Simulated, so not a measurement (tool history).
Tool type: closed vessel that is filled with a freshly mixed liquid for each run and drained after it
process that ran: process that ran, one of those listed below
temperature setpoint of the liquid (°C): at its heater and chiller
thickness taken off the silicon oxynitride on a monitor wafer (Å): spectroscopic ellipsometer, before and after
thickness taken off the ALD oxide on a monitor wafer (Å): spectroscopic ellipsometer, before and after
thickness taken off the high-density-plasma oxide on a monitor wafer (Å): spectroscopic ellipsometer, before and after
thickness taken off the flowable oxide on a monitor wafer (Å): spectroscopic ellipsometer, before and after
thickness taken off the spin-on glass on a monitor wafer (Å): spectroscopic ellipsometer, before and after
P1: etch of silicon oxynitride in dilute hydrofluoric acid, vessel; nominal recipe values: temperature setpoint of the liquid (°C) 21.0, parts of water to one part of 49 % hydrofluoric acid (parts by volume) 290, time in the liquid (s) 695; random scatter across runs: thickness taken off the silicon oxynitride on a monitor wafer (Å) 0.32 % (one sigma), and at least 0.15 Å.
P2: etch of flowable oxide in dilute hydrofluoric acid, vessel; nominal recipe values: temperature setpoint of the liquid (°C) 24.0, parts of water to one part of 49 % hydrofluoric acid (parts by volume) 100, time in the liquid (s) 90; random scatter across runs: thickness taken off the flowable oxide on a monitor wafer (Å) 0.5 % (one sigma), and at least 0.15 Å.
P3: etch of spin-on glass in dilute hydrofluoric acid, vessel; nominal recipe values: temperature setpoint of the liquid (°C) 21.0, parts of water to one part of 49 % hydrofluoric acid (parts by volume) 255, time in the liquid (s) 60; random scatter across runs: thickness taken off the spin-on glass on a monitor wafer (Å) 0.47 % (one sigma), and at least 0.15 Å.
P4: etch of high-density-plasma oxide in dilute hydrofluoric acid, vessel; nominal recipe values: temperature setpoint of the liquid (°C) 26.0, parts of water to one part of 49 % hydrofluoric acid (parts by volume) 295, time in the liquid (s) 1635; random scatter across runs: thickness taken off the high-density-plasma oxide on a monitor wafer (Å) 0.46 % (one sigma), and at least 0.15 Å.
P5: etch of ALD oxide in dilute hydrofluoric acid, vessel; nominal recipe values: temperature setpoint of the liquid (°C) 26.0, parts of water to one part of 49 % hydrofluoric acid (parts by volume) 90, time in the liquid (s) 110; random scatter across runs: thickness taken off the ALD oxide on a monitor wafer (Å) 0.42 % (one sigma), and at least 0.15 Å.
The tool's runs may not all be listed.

run   hour  process that ran  temperature setpoint of the liquid (°C)  parts of water to one part of 49 % hydrofluoric acid (parts by volume)  time in the liquid (s)  hours since the thermometer was replaced  hours since the hydrofluoric acid flow meter was replaced  thickness taken off the silicon oxynitride on a monitor wafer (Å)  thickness taken off the ALD oxide on a monitor wafer (Å)  thickness taken off the high-density-plasma oxide on a monitor wafer (Å)  thickness taken off the flowable oxide on a monitor wafer (Å)  thickness taken off the spin-on glass on a monitor wafer (Å)
  1    4.3                P1                                     21.0                                                                     290                     695                                     385.2                                                      613.8                                                             77.533
  2    9.2                P1                                     21.0                                                                     135                     695                                     390.1                                                      618.7                                                            184.750
  3   15.4                P1                                     21.0                                                                     290                     695                                     396.3                                                      624.9                                                             78.046
  4   18.9                P5                                     26.0                                                                      90                     110                                     399.8                                                      628.4                                                                                                                      349.680
  5   25.3                P1                                     24.5                                                                     290                     695                                     406.2                                                      634.8                                                             90.350
  6   29.0                P4                                     18.0                                                                     295                    1635                                     409.9                                                      638.5                                                                                                                                                                                                182.440
  7   33.1                P1                                     21.0                                                                     290                     270                                     414.0                                                      642.6                                                             30.165
  8   37.6                P2                                     24.0                                                                     100                     155                                     418.5                                                      647.1                                                                                                                                                                                                                                                                571.93
  9   43.1                P1                                     21.0                                                                     290                     695                                     424.0                                                      652.6                                                             78.214
 10   47.8                P5                                     26.0                                                                      35                     110                                     428.7                                                      657.3                                                                                                                      962.160
 11   53.4                P4                                     26.0                                                                     295                     445                                     434.3                                                      662.9                                                                                                                                                                                                 66.428
 12   59.9                P1                                     21.0                                                                     290                     695                                     440.8                                                      669.4                                                             77.781
 13   65.8                P2                                     24.0                                                                      20                      90                                     446.7                                                      675.3                                                                                                                                                                                                                                                               1840.30
 14   71.6                P3                                     21.0                                                                     255                      60                                     452.5                                                      681.1                                                                                                                                                                                                                                                                                                                              67.661
 15   76.4                P5                                     18.0                                                                      90                     110                                     457.3                                                      685.9                                                                                                                      252.550
 16   79.9                P4                                     26.0                                                                     295                    1635                                     460.8                                                      689.4                                                                                                                                                                                                242.980
 17   83.5                P3                                     21.0                                                                     255                      35                                     464.4                                                      693.0                                                                                                                                                                                                                                                                                                                              39.775
 18   87.3                P1                                     27.5                                                                     180                     695                                     468.2                                                      696.8                                                            180.210
 19   92.9                P2                                     24.0                                                                     100                      90                                     473.8                                                      702.4                                                                                                                                                                                                                                                                336.23
 20   98.2                P4                                     26.0                                                                     295                    1635                                     479.1                                                      707.7                                                                                                                                                                                                242.560
 21  101.5                P1                                     26.0                                                                     400                     695                                     482.4                                                      711.0                                                             64.795
 22  105.7                P1                                     21.0                                                                     290                     695                                     486.6                                                      715.2                                                             77.037
     109.2  -- thermometer replaced
 23  110.9                P4                                     26.0                                                                     540                    1635                                       1.8                                                      720.4                                                                                                                                                                                                106.180
 24  115.2                P5                                     26.0                                                                      90                      30                                       6.1                                                      724.7                                                                                                                       94.934
 25  120.7                P3                                     21.0                                                                     100                      60                                      11.6                                                      730.2                                                                                                                                                                                                                                                                                                                             203.930
 26  125.8                P1                                     17.0                                                                     290                     695                                      16.7                                                      735.3                                                             64.670
 27  132.1                P2                                     17.0                                                                     100                      90                                      23.0                                                      741.6                                                                                                                                                                                                                                                                249.02
 28  137.1                P1                                     21.0                                                                     290                    1195                                      28.0                                                      746.6                                                            132.680
 29  142.2                P1                                     21.0                                                                     425                     695                                      33.1                                                      751.7                                                             49.134
 30  148.5                P3                                     21.0                                                                     255                      60                                      39.4                                                      758.0                                                                                                                                                                                                                                                                                                                              67.912
 31  154.1                P2                                     24.0                                                                     100                      90                                      45.0                                                      763.6                                                                                                                                                                                                                                                                334.01
 32  158.6                P3                                     17.0                                                                     255                      60                                      49.5                                                      768.1                                                                                                                                                                                                                                                                                                                              58.700
 33  163.6                P1                                     21.0                                                                     290                     695                                      54.5                                                      773.1                                                             77.703
 34  169.4                P1                                     21.0                                                                     290                     695                                      60.3                                                      778.9                                                             80.044
 35  175.4                P1                                     21.0                                                                     290                     695                                      66.3                                                      784.9                                                             81.899
 36  179.5                P1                                     21.0                                                                     290                     695                                      70.4                                                      789.0                                                             82.346
 37  185.7                P1                                     21.0                                                                     290                     695                                      76.6                                                      795.2                                                             83.563
 38  192.2                P1                                     21.0                                                                     290                     695                                      83.1                                                      801.7                                                             83.032
 39  196.2                P1                                     21.0                                                                     290                     695                                      87.1                                                      805.7                                                             84.173
 40  202.4                P1                                     21.0                                                                     290                     695                                      93.3                                                      811.9                                                             84.236
 41  206.8                P1                                     21.0                                                                     290                     695                                      97.7                                                      816.3                                                             84.238

P1 has crept away from where it was. The log is fitted equally well by each of these 2 causes, at the sizes shown:
A: liquid hotter than its thermometer reads (K) = 1.77
B: hydrofluoric acid flow above the setpoint (%) = 6.74
The creep began at about hour 163.6.

Consider the 4 single-wafer check runs listed below, results given as question marks: which one distinguishes between the causes by giving clearly different results for each?
check 1  211.2                P3                                     21.0                                                                     150                      60                                                                                                                                                                                                                                                                                                                                                                                                                                        ?
check 2  211.2                P4                                     26.0                                                                     535                     650                                                                                                                                                                                                                                                                                                           ?
check 3  211.2                P5                                     18.5                                                                      45                     110                                                                                                                                                                                                                                 ?
check 4  211.2                P2                                     24.0                                                                      25                     135                                                                                                                                                                                                                                                                                                                                                                          ?

How each check would come out, cause by cause:
  check                                                                    result     if A     if B
check 1              thickness taken off the spin-on glass on a monitor wafer (Å)  138.000  138.860
check 2  thickness taken off the high-density-plasma oxide on a monitor wafer (Å)   44.912   46.830
check 3                  thickness taken off the ALD oxide on a monitor wafer (Å)  583.730  579.480
check 4             thickness taken off the flowable oxide on a monitor wafer (Å)  2371.30  2356.00
Distance between the nearest two causes, measured in the result of the check that separates them most: check 1 0.62 %; check 2 4.18 %; check 3 0.73 %; check 4 0.65 %
Of the check runs offered, only check 2 discriminates between the causes; the rest would read about the same regardless of which cause applies.

Here is what check 2 returned: thickness taken off the high-density-plasma oxide on a monitor wafer (Å) 46.494. Which cause is it?

Of the candidate causes, it is B: hydrofluoric acid flow above the setpoint (%).
